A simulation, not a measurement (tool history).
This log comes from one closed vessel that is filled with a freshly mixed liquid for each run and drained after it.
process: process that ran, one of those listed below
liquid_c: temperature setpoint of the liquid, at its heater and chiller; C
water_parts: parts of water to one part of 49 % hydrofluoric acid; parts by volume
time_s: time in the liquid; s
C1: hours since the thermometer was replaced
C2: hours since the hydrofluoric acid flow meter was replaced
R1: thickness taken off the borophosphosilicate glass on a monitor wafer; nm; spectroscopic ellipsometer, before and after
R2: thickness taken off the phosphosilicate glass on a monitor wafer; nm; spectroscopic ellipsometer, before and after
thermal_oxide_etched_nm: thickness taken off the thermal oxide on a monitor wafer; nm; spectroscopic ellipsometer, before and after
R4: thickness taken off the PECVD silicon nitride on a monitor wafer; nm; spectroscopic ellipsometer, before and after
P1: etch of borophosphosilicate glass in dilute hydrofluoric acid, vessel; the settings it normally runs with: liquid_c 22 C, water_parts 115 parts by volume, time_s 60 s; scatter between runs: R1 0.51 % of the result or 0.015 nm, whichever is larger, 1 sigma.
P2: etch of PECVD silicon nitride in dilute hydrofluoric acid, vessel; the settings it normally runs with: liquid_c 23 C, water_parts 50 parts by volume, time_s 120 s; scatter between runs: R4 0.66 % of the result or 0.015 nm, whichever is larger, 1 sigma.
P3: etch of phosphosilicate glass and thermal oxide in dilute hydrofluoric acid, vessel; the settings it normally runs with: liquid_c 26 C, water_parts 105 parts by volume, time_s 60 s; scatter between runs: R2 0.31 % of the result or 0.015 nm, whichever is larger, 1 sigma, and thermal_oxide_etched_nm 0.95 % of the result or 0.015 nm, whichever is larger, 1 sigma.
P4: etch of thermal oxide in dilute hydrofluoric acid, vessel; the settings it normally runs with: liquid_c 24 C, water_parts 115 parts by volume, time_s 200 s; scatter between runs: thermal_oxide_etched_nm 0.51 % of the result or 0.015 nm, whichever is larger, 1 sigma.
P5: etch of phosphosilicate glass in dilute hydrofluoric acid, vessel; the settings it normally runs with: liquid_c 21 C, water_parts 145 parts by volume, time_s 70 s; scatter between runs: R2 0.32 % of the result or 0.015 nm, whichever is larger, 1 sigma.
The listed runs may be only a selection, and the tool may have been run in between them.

run 1 hour=5.4 | process=P1 liquid_c=22 water_parts=115 time_s=60 | C1=777.1 C2=299.4 | R1=31.394
run 2 hour=13.2 | process=P1 liquid_c=22 water_parts=50 time_s=60 | C1=784.9 C2=307.2 | R1=78.284
run 3 hour=18.3 | process=P1 liquid_c=18 water_parts=115 time_s=60 | C1=790 C2=312.3 | R1=26.587
run 4 hour=23.8 | process=P3 liquid_c=30.5 water_parts=105 time_s=60 | C1=795.5 C2=317.8 | R2=42.494 thermal_oxide_etched_nm=3.4671
run 5 hour=33.5 | process=P3 liquid_c=26 water_parts=105 time_s=60 | C1=805.2 C2=327.5 | R2=35.8 thermal_oxide_etched_nm=2.9055
run 6 hour=38.9 | process=P3 liquid_c=26 water_parts=105 time_s=30 | C1=810.6 C2=332.9 | R2=17.835 thermal_oxide_etched_nm=1.471
run 7 hour=48.9 | process=P2 liquid_c=23 water_parts=50 time_s=120 | C1=820.6 C2=342.9 | R4=4.4618
run 8 hour=55.9 | process=P4 liquid_c=24 water_parts=115 time_s=200 | C1=827.6 C2=349.9 | thermal_oxide_etched_nm=8.4881
run 9 hour=64.8 | process=P2 liquid_c=17 water_parts=50 time_s=120 | C1=836.5 C2=358.8 | R4=2.9408
run 10 hour=73 | process=P2 liquid_c=23 water_parts=50 time_s=185 | C1=844.7 C2=367 | R4=6.9654
run 11 hour=78.1 | process=P1 liquid_c=22 water_parts=50 time_s=30 | C1=849.8 C2=372.1 | R1=39.354
run 12 hour=84.4 | process=P1 liquid_c=22 water_parts=115 time_s=60 | C1=856.1 C2=378.4 | R1=31.124
run 13 hour=95.3 | process=P1 liquid_c=22 water_parts=160 time_s=60 | C1=867 C2=389.3 | R1=21.359
run 14 hour=103.6 | process=P4 liquid_c=24 water_parts=115 time_s=200 | C1=875.3 C2=397.6 | thermal_oxide_etched_nm=8.4948
run 15 hour=112.1 | process=P5 liquid_c=21 water_parts=145 time_s=105 | C1=883.8 C2=406.1 | R2=51.687
run 16 hour=117.5 | process=P4 liquid_c=31 water_parts=115 time_s=200 | C1=889.2 C2=411.5 | thermal_oxide_etched_nm=10.959
run 17 hour=122.9 | process=P5 liquid_c=17 water_parts=145 time_s=70 | C1=894.6 C2=416.9 | R2=29.392
run 18 hour=128.3 | process=P1 liquid_c=27 water_parts=185 time_s=60 | C1=900 C2=422.3 | R1=21.823
run 19 hour=139.2 | process=P4 liquid_c=24 water_parts=115 time_s=70 | C1=910.9 C2=433.2 | thermal_oxide_etched_nm=2.9524
run 20 hour=147.3 | process=P1 liquid_c=18 water_parts=115 time_s=105 | C1=919 C2=441.3 | R1=46.47
run 21 hour=154.4 | process=P1 liquid_c=22 water_parts=115 time_s=60 | C1=926.1 C2=448.4 | R1=31.226
run 22 hour=160.7 | process=P4 liquid_c=24 water_parts=25 time_s=200 | C1=932.4 C2=454.7 | thermal_oxide_etched_nm=43.452
run 23 hour=168.7 | process=P1 liquid_c=22 water_parts=115 time_s=95 | C1=940.4 C2=462.7 | R1=49.805
run 24 hour=179.2 | process=P1 liquid_c=27.5 water_parts=115 time_s=60 | C1=950.9 C2=473.2 | R1=38.823
run 25 hour=186.8 | process=P5 liquid_c=21 water_parts=145 time_s=70 | C1=958.5 C2=480.8 | R2=34.444
run 26 hour=195.9 | process=P3 liquid_c=26 water_parts=45 time_s=60 | C1=967.6 C2=489.9 | R2=90.272 thermal_oxide_etched_nm=7.4197
run 27 hour=205.3 | process=P1 liquid_c=22 water_parts=115 time_s=60 | C1=977 C2=499.3 | R1=31.492
run 28 hour=213.5 | process=P1 liquid_c=22 water_parts=115 time_s=60 | C1=985.2 C2=507.5 | R1=31.238

What will run 29 give?
run 29 hour=219.2 | process=P5 liquid_c=21 water_parts=255 time_s=70 | C1=990.9 C2=513.2 | R2=?

{"run 29": {"R2": 17.626}}
